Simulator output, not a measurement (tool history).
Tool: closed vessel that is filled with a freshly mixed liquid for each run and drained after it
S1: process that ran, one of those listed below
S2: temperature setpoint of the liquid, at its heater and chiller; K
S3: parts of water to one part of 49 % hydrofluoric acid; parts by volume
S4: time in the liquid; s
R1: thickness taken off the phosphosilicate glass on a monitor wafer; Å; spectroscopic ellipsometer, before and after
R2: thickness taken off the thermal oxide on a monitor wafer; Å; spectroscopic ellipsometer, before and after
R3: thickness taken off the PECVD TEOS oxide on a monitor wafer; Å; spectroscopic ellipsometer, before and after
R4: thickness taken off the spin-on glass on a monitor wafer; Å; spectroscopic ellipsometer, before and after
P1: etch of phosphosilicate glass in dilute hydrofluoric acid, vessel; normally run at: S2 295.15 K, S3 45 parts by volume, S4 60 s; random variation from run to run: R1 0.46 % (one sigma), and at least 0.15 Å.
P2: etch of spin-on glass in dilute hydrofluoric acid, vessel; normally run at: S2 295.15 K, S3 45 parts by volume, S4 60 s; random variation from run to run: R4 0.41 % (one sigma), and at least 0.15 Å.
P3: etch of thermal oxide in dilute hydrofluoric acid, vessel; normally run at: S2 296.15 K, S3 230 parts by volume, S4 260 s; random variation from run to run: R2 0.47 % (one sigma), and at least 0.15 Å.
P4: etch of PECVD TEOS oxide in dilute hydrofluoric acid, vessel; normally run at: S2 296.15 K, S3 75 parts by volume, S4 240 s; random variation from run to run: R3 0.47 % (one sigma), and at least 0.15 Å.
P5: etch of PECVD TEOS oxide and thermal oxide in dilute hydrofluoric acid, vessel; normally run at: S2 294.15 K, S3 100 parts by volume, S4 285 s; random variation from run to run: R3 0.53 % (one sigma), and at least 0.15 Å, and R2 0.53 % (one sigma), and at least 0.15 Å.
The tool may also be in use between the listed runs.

run 1 hour=13.7 | S1=P1 S2=295.15 S3=45 S4=60 | R1=2236.7
run 2 hour=25 | S1=P3 S2=296.15 S3=230 S4=415 | R2=67.098
run 3 hour=34.9 | S1=P5 S2=290.15 S3=100 S4=285 | R2=103.85 R3=232.41
run 4 hour=46.9 | S1=P2 S2=295.15 S3=45 S4=60 | R4=607.61
run 5 hour=60.1 | S1=P1 S2=295.15 S3=45 S4=60 | R1=2228.9
run 6 hour=73.5 | S1=P4 S2=296.15 S3=20 S4=240 | R3=1079
run 7 hour=87.8 | S1=P1 S2=295.15 S3=45 S4=60 | R1=2210.7
run 8 hour=99.4 | S1=P2 S2=295.15 S3=70 S4=60 | R4=383.62
run 9 hour=108.2 | S1=P3 S2=296.15 S3=365 S4=260 | R2=23.364
run 10 hour=118.9 | S1=P4 S2=296.15 S3=75 S4=240 | R3=267.37
run 11 hour=125.3 | S1=P1 S2=295.15 S3=65 S4=60 | R1=1506
run 12 hour=137.3 | S1=P5 S2=294.15 S3=100 S4=285 | R2=122.45 R3=276.61
run 13 hour=151 | S1=P2 S2=290.15 S3=45 S4=60 | R4=494.5
run 14 hour=160.6 | S1=P1 S2=302.65 S3=45 S4=60 | R1=3044
run 15 hour=172 | S1=P3 S2=296.15 S3=230 S4=260 | R2=42.164
run 16 hour=179.4 | S1=P2 S2=295.15 S3=45 S4=110 | R4=1121.1
run 17 hour=188 | S1=P1 S2=295.15 S3=45 S4=115 | R1=4275.5
run 18 hour=199.3 | S1=P1 S2=295.15 S3=45 S4=60 | R1=2237.5
run 19 hour=212.9 | S1=P3 S2=290.15 S3=230 S4=260 | R2=33.507
run 20 hour=226.8 | S1=P1 S2=295.15 S3=45 S4=60 | R1=2231.4
run 21 hour=240.4 | S1=P1 S2=295.15 S3=20 S4=60 | R1=5175.7
run 22 hour=255.1 | S1=P4 S2=290.15 S3=75 S4=240 | R3=209.55
run 23 hour=265.3 | S1=P3 S2=296.15 S3=230 S4=260 | R2=42.417
run 24 hour=279.9 | S1=P1 S2=290.15 S3=45 S4=60 | R1=1798
run 25 hour=292.6 | S1=P5 S2=294.15 S3=100 S4=465 | R2=201.8 R3=452.42
run 26 hour=304.1 | S1=P5 S2=294.15 S3=100 S4=285 | R2=122.94 R3=276.96
run 27 hour=312.9 | S1=P5 S2=294.15 S3=180 S4=285 | R2=63.415 R3=141.94
run 28 hour=325.4 | S1=P4 S2=296.15 S3=75 S4=425 | R3=476.74
run 29 hour=339.2 | S1=P2 S2=295.15 S3=45 S4=60 | R4=611.04
run 30 hour=346.1 | S1=P1 S2=295.15 S3=45 S4=30 | R1=1119.2
run 31 hour=360.5 | S1=P1 S2=303.15 S3=65 S4=60 | R1=2072.9
run 32 hour=371.4 | S1=P1 S2=295.15 S3=45 S4=60 | R1=2255.6
run 33 hour=384.6 | S1=P1 S2=295.15 S3=45 S4=60 | R1=2163.2
run 34 hour=399.5 | S1=P1 S2=295.15 S3=45 S4=60 | R1=2099.8
run 35 hour=411.3 | S1=P1 S2=295.15 S3=45 S4=60 | R1=2080.5
run 36 hour=423.5 | S1=P1 S2=295.15 S3=45 S4=60 | R1=2081.9
run 37 hour=431.6 | S1=P1 S2=295.15 S3=45 S4=60 | R1=2080.2
run 38 hour=442 | S1=P1 S2=295.15 S3=45 S4=60 | R1=2080.4
run 39 hour=449.9 | S1=P1 S2=295.15 S3=45 S4=60 | R1=2069.2
run 40 hour=458.1 | S1=P1 S2=295.15 S3=45 S4=60 | R1=2079.8

What P1 gives has crept away from where it was. These 2 causes fit the log equally well, each at the size given:
A: liquid colder than its thermometer reads (K) = 1.87
B: hydrofluoric acid flow below the setpoint (%) = 7.17
The creep began at about hour 371.4.

4 check runs are offered, each on 2 wafers whose results are averaged, their results left as question marks. Which one tells the causes apart?
run check 1 hour=466.3 | S1=P2 S2=295.15 S3=65 S4=105 | R4=?
run check 2 hour=466.3 | S1=P4 S2=296.15 S3=20 S4=335 | R3=?
run check 3 hour=466.3 | S1=P3 S2=296.15 S3=335 S4=360 | R2=?
run check 4 hour=466.3 | S1=P5 S2=290.15 S3=100 S4=460 | R2=? R3=?

What each check would give under each cause:
check=check_1 result=R4 if_A=667.3 if_B=665.53
check=check_2 result=R3 if_A=1386.3 if_B=1391.6
check=check_3 result=R2 if_A=34.007 if_B=32.911
check=check_4 result=R2 if_A=155.11 if_B=154.67
check=check_4 result=R3 if_A=349.57 if_B=348.59
How far apart the two closest causes lie, in the result that separates them most: check 1 0.27 %; check 2 0.38 %; check 3 3.28 %; check 4 0.28 %
Only check 3 tells the causes apart: in the others they would give nearly the same result.

Check 3 was then run and gave: R2 34.046 Å. Which cause is it?

It is A: liquid colder than its thermometer reads (K).

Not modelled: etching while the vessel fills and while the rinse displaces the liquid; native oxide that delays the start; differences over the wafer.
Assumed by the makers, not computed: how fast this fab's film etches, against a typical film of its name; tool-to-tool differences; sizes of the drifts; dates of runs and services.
